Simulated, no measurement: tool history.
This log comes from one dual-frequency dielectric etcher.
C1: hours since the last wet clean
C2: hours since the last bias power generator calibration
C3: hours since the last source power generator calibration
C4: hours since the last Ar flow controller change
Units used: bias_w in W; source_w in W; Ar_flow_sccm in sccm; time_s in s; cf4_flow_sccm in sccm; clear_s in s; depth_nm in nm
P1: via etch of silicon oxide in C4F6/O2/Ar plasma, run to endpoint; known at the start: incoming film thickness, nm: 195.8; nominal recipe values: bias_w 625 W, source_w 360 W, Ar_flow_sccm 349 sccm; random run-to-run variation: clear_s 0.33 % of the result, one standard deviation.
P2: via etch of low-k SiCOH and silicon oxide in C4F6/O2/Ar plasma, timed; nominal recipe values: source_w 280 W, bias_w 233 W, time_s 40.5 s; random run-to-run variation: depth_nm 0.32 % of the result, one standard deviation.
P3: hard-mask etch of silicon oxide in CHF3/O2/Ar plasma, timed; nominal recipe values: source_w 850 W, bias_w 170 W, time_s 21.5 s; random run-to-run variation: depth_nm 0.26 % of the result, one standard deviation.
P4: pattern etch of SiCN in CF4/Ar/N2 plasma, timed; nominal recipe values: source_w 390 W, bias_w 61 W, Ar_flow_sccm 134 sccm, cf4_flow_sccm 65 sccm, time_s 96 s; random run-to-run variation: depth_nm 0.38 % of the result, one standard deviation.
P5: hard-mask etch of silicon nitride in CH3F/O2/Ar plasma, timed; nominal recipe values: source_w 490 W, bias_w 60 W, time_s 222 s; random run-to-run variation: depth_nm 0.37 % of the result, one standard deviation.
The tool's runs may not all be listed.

{"run": 1, "hour": 8.6, "process": "P1", "bias_w": 625, "source_w": 360, "Ar_flow_sccm": 349, "C1": 151.3, "C2": 1845.3, "C3": 989.8, "C4": 3359.4, "clear_s": 41.481}
{"run": 2, "hour": 12.7, "process": "P5", "bias_w": 60, "source_w": 490, "time_s": 222, "C1": 155.4, "C2": 1849.4, "C3": 993.9, "C4": 3363.5, "depth_nm": 150.67}
{"run": 3, "hour": 20.7, "process": "P5", "bias_w": 60, "source_w": 490, "time_s": 222, "C1": 163.4, "C2": 1857.4, "C3": 1001.9, "C4": 3371.5, "depth_nm": 151.34}
{"run": 4, "hour": 28.6, "process": "P3", "bias_w": 170, "source_w": 510, "time_s": 21.5, "C1": 171.3, "C2": 1865.3, "C3": 1009.8, "C4": 3379.4, "depth_nm": 38.074}
{"run": 5, "hour": 36.2, "process": "P4", "bias_w": 61, "source_w": 390, "Ar_flow_sccm": 134, "time_s": 144, "cf4_flow_sccm": 65, "C1": 178.9, "C2": 1872.9, "C3": 1017.4, "C4": 3387, "depth_nm": 95.083}
{"hour": 36.4, "done": "wet clean of the chamber"}
{"run": 6, "hour": 44.9, "process": "P1", "bias_w": 625, "source_w": 360, "Ar_flow_sccm": 349, "C1": 8.5, "C2": 1881.6, "C3": 1026.1, "C4": 3395.7, "clear_s": 41.375}
{"run": 7, "hour": 53.2, "process": "P3", "bias_w": 170, "source_w": 850, "time_s": 21.5, "C1": 16.8, "C2": 1889.9, "C3": 1034.4, "C4": 3404, "depth_nm": 46.377}
{"run": 8, "hour": 61.0, "process": "P1", "bias_w": 625, "source_w": 360, "Ar_flow_sccm": 437, "C1": 24.6, "C2": 1897.7, "C3": 1042.2, "C4": 3411.8, "clear_s": 42.289}
{"run": 9, "hour": 65.8, "process": "P4", "bias_w": 61, "source_w": 390, "Ar_flow_sccm": 164, "time_s": 96, "cf4_flow_sccm": 65, "C1": 29.4, "C2": 1902.5, "C3": 1047, "C4": 3416.6, "depth_nm": 61.313}
{"run": 10, "hour": 74.0, "process": "P4", "bias_w": 61, "source_w": 390, "Ar_flow_sccm": 134, "time_s": 96, "cf4_flow_sccm": 65, "C1": 37.6, "C2": 1910.7, "C3": 1055.2, "C4": 3424.8, "depth_nm": 62.8}
{"run": 11, "hour": 78.4, "process": "P2", "bias_w": 233, "source_w": 280, "time_s": 27.5, "C1": 42, "C2": 1915.1, "C3": 1059.6, "C4": 3429.2, "depth_nm": 67.159}
{"run": 12, "hour": 85.2, "process": "P1", "bias_w": 625, "source_w": 430, "Ar_flow_sccm": 349, "C1": 48.8, "C2": 1921.9, "C3": 1066.4, "C4": 3436, "clear_s": 38.781}
{"run": 13, "hour": 91.2, "process": "P4", "bias_w": 61, "source_w": 390, "Ar_flow_sccm": 134, "time_s": 96, "cf4_flow_sccm": 65, "C1": 54.8, "C2": 1927.9, "C3": 1072.4, "C4": 3442, "depth_nm": 62.964}
{"run": 14, "hour": 97.7, "process": "P1", "bias_w": 625, "source_w": 480, "Ar_flow_sccm": 262, "C1": 61.3, "C2": 1934.4, "C3": 1078.9, "C4": 3448.5, "clear_s": 35.954}
{"run": 15, "hour": 103.4, "process": "P1", "bias_w": 625, "source_w": 360, "Ar_flow_sccm": 349, "C1": 67, "C2": 1940.1, "C3": 1084.6, "C4": 3454.2, "clear_s": 41.305}
{"run": 16, "hour": 111.0, "process": "P3", "bias_w": 170, "source_w": 850, "time_s": 27.5, "C1": 74.6, "C2": 1947.7, "C3": 1092.2, "C4": 3461.8, "depth_nm": 59.597}
{"run": 17, "hour": 119.2, "process": "P5", "bias_w": 60, "source_w": 490, "time_s": 321.5, "C1": 82.8, "C2": 1955.9, "C3": 1100.4, "C4": 3470, "depth_nm": 219.49}
{"run": 18, "hour": 124.7, "process": "P5", "bias_w": 60, "source_w": 390, "time_s": 222, "C1": 88.3, "C2": 1961.4, "C3": 1105.9, "C4": 3475.5, "depth_nm": 138.03}
{"run": 19, "hour": 129.9, "process": "P1", "bias_w": 455, "source_w": 490, "Ar_flow_sccm": 349, "C1": 93.5, "C2": 1966.6, "C3": 1111.1, "C4": 3480.7, "clear_s": 41.159}
{"run": 20, "hour": 138.3, "process": "P4", "bias_w": 61, "source_w": 390, "Ar_flow_sccm": 134, "time_s": 96, "cf4_flow_sccm": 48, "C1": 101.9, "C2": 1975, "C3": 1119.5, "C4": 3489.1, "depth_nm": 59.709}
{"run": 21, "hour": 143.1, "process": "P1", "bias_w": 797, "source_w": 360, "Ar_flow_sccm": 349, "C1": 106.7, "C2": 1979.8, "C3": 1124.3, "C4": 3493.9, "clear_s": 37.455}
{"run": 22, "hour": 150.4, "process": "P1", "bias_w": 625, "source_w": 360, "Ar_flow_sccm": 349, "C1": 114, "C2": 1987.1, "C3": 1131.6, "C4": 3501.2, "clear_s": 41.289}
{"run": 23, "hour": 155.5, "process": "P1", "bias_w": 625, "source_w": 360, "Ar_flow_sccm": 349, "C1": 119.1, "C2": 1992.2, "C3": 1136.7, "C4": 3506.3, "clear_s": 41.275}
{"run": 24, "hour": 162.5, "process": "P1", "bias_w": 625, "source_w": 360, "Ar_flow_sccm": 349, "C1": 126.1, "C2": 1999.2, "C3": 1143.7, "C4": 3513.3, "clear_s": 41.396}
{"run": 25, "hour": 169.0, "process": "P2", "bias_w": 233, "source_w": 280, "time_s": 40.5, "C1": 132.6, "C2": 2005.7, "C3": 1150.2, "C4": 3519.8, "depth_nm": 98.991}
{"run": 26, "hour": 173.2, "process": "P3", "bias_w": 120, "source_w": 850, "time_s": 21.5, "C1": 136.8, "C2": 2009.9, "C3": 1154.4, "C4": 3524, "depth_nm": 41.754}
{"run": 27, "hour": 180.2, "process": "P4", "bias_w": 61, "source_w": 550, "Ar_flow_sccm": 134, "time_s": 96, "cf4_flow_sccm": 65, "C1": 143.8, "C2": 2016.9, "C3": 1161.4, "C4": 3531, "depth_nm": 85.463}
{"run": 28, "hour": 186.0, "process": "P4", "bias_w": 40, "source_w": 390, "Ar_flow_sccm": 134, "time_s": 96, "cf4_flow_sccm": 65, "C1": 149.6, "C2": 2022.7, "C3": 1167.2, "C4": 3536.8, "depth_nm": 54.829}
{"run": 29, "hour": 192.5, "process": "P3", "bias_w": 170, "source_w": 850, "time_s": 21.5, "C1": 156.1, "C2": 2029.2, "C3": 1173.7, "C4": 3543.3, "depth_nm": 46.478}
{"run": 30, "hour": 200.2, "process": "P1", "bias_w": 625, "source_w": 260, "Ar_flow_sccm": 349, "C1": 163.8, "C2": 2036.9, "C3": 1181.4, "C4": 3551, "clear_s": 46.354}
{"run": 31, "hour": 205.6, "process": "P5", "bias_w": 82, "source_w": 490, "time_s": 222, "C1": 169.2, "C2": 2042.3, "C3": 1186.8, "C4": 3556.4, "depth_nm": 167.3}
{"run": 32, "hour": 211.0, "process": "P1", "bias_w": 625, "source_w": 360, "Ar_flow_sccm": 349, "C1": 174.6, "C2": 2047.7, "C3": 1192.2, "C4": 3561.8, "clear_s": 41.437}
{"hour": 213.8, "done": "Ar flow controller replaced"}
{"run": 33, "hour": 217.8, "process": "P1", "bias_w": 625, "source_w": 360, "Ar_flow_sccm": 212, "C1": 181.4, "C2": 2054.5, "C3": 1199, "C4": 4.1, "clear_s": 38.982}
{"run": 34, "hour": 222.9, "process": "P1", "bias_w": 393, "source_w": 360, "Ar_flow_sccm": 349, "C1": 186.5, "C2": 2059.6, "C3": 1204.1, "C4": 9.2, "clear_s": 49.054}
{"run": 35, "hour": 230.1, "process": "P2", "bias_w": 233, "source_w": 190, "time_s": 40.5, "C1": 193.7, "C2": 2066.8, "C3": 1211.3, "C4": 16.4, "depth_nm": 85.137}
{"run": 36, "hour": 237.2, "process": "P2", "bias_w": 168, "source_w": 280, "time_s": 40.5, "C1": 200.8, "C2": 2073.9, "C3": 1218.4, "C4": 23.5, "depth_nm": 89.178}
{"run": 37, "hour": 240.9, "process": "P1", "bias_w": 625, "source_w": 360, "Ar_flow_sccm": 349, "C1": 204.5, "C2": 2077.6, "C3": 1222.1, "C4": 27.2, "clear_s": 41.229}
{"run": 38, "hour": 246.0, "process": "P1", "bias_w": 625, "source_w": 360, "Ar_flow_sccm": 349, "C1": 209.6, "C2": 2082.7, "C3": 1227.2, "C4": 32.3, "clear_s": 41.062}
{"run": 39, "hour": 250.3, "process": "P1", "bias_w": 625, "source_w": 360, "Ar_flow_sccm": 349, "C1": 213.9, "C2": 2087, "C3": 1231.5, "C4": 36.6, "clear_s": 41.067}
{"run": 40, "hour": 258.1, "process": "P1", "bias_w": 625, "source_w": 360, "Ar_flow_sccm": 349, "C1": 221.7, "C2": 2094.8, "C3": 1239.3, "C4": 44.4, "clear_s": 41.055}
{"hour": 262.4, "done": "wet clean of the chamber"}
{"run": 41, "hour": 264.0, "process": "P1", "bias_w": 625, "source_w": 360, "Ar_flow_sccm": 349, "C1": 1.7, "C2": 2100.7, "C3": 1245.2, "C4": 50.3, "clear_s": 40.745}
{"run": 42, "hour": 272.5, "process": "P1", "bias_w": 625, "source_w": 360, "Ar_flow_sccm": 349, "C1": 10.2, "C2": 2109.2, "C3": 1253.7, "C4": 58.8, "clear_s": 40.682}
{"hour": 275.1, "done": "Ar flow controller replaced"}
{"run": 43, "hour": 277.4, "process": "P1", "bias_w": 625, "source_w": 360, "Ar_flow_sccm": 349, "C1": 15.1, "C2": 2114.1, "C3": 1258.6, "C4": 2.4, "clear_s": 40.528}
{"run": 44, "hour": 285.1, "process": "P1", "bias_w": 625, "source_w": 360, "Ar_flow_sccm": 349, "C1": 22.8, "C2": 2121.8, "C3": 1266.3, "C4": 10.1, "clear_s": 40.612}
{"run": 45, "hour": 293.2, "process": "P1", "bias_w": 625, "source_w": 360, "Ar_flow_sccm": 349, "C1": 30.9, "C2": 2129.9, "C3": 1274.4, "C4": 18.2, "clear_s": 40.664}
{"run": 46, "hour": 299.7, "process": "P1", "bias_w": 625, "source_w": 360, "Ar_flow_sccm": 349, "C1": 37.4, "C2": 2136.4, "C3": 1280.9, "C4": 24.7, "clear_s": 40.606}

Something has made what P1 gives creep away from where it was; the 2 causes below, each at its own stated size, fit the log equally well:
A: bias power that arrives over what is set, % = 4.35
B: source power that arrives over what is set, % = 4.63
The gradual shift began around hour 240.9.
What rules out each remaining cause:
chamber walls in a state that raises the etch rate, %: maintenance at hour 262.4, after the shift began, did not return the process to its former output
Ar flow that arrives under what is set, %: maintenance at hour 275.1, after the shift began, did not return the process to its former output

Consider the 4 check runs below, whose results appear as question marks and each of which averages 2 wafers. Which one distinguishes the causes, in that each cause would give it a clearly different result?
{"run": "check 1", "hour": 306.2, "process": "P5", "bias_w": 60, "source_w": 410, "time_s": 266, "depth_nm": "?"}
{"run": "check 2", "hour": 306.2, "process": "P4", "bias_w": 61, "source_w": 550, "Ar_flow_sccm": 134, "time_s": 96, "cf4_flow_sccm": 65, "depth_nm": "?"}
{"run": "check 3", "hour": 306.2, "process": "P3", "bias_w": 122, "source_w": 540, "time_s": 21.5, "depth_nm": "?"}
{"run": "check 4", "hour": 306.2, "process": "P2", "bias_w": 233, "source_w": 190, "time_s": 33.5, "depth_nm": "?"}

What every check run would give for each of its results, assuming each possible cause in turn:
check=check_1 result=depth_nm if_A=172.02 if_B=172.6
check=check_2 result=depth_nm if_A=86.566 if_B=88.732
check=check_3 result=depth_nm if_A=35.509 if_B=35.665
check=check_4 result=depth_nm if_A=71.876 if_B=72.034
Minimum pairwise separation of causes per check, each pair taken at its best-separating result: check 1 0.34 %; check 2 2.47 %; check 3 0.44 %; check 4 0.22 %
Only check 2 tells the causes apart: in the others they would give nearly the same result.

Check 2 was then run and gave: depth_nm 88.401 nm. Which cause is it?

B is the cause: source power that arrives over what is set, %.
